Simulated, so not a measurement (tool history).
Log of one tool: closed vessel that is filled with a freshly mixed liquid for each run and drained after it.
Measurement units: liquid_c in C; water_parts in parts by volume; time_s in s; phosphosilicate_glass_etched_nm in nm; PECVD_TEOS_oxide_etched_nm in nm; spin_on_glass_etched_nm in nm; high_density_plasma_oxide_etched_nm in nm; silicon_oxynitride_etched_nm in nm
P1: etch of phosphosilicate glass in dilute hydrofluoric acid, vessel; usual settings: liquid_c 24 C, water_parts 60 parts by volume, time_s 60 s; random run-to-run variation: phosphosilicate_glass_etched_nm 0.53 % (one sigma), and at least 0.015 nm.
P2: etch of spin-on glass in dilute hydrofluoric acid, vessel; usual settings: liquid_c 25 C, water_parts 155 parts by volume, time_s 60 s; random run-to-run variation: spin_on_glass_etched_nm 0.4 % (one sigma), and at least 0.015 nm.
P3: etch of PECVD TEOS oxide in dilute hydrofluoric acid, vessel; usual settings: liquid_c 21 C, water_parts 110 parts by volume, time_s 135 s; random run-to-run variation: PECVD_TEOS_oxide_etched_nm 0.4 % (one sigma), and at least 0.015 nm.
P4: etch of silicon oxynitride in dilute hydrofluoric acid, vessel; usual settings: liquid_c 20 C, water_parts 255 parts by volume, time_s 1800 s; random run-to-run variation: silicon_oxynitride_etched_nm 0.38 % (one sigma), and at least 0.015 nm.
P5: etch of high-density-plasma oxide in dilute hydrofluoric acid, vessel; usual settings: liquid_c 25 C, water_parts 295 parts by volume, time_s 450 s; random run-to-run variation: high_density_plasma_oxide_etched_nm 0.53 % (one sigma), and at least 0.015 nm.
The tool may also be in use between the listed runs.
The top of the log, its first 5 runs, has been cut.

run	hour	process	liquid_c	water_parts	time_s	phosphosilicate_glass_etched_nm	PECVD_TEOS_oxide_etched_nm	spin_on_glass_etched_nm	high_density_plasma_oxide_etched_nm	silicon_oxynitride_etched_nm
6	34.2	P1	30	105	60	88.382				
7	38.6	P5	25	480	450				3.4076	
8	43.6	P1	24	60	60	131.370				
9	50.0	P3	21	110	135		20.782			
10	53.5	P1	24	100	60	73.802				
11	59.7	P4	20	255	70					0.2866
12	64.1	P2	25	155	30			5.6506		
13	68.6	P1	24	90	35	48.673				
14	76.3	P4	20	470	1800					3.6237
15	80.1	P1	24	60	100	219.310				
16	87.3	P1	20	60	60	110.640				
17	92.5	P4	20	255	1800					7.6669
18	96.8	P4	26	255	1800					9.9428
19	101.3	P2	25	155	60			11.3000		
20	105.5	P1	24	60	60	130.070				
21	110.4	P1	24	60	60	129.580				
22	114.3	P2	17	155	60			8.1851		
23	118.0	P1	24	60	60	129.650				
24	125.0	P1	21	60	30	57.443				
25	131.4	P1	30	60	60	166.660				
26	135.3	P1	24	60	30	65.371				
27	141.2	P5	25	295	795				11.5310	

Run 28 is up next; what results do you expect?
28	145.2	P3	17	110	135		?			

{"run 28": {"PECVD_TEOS_oxide_etched_nm": 17.813}}
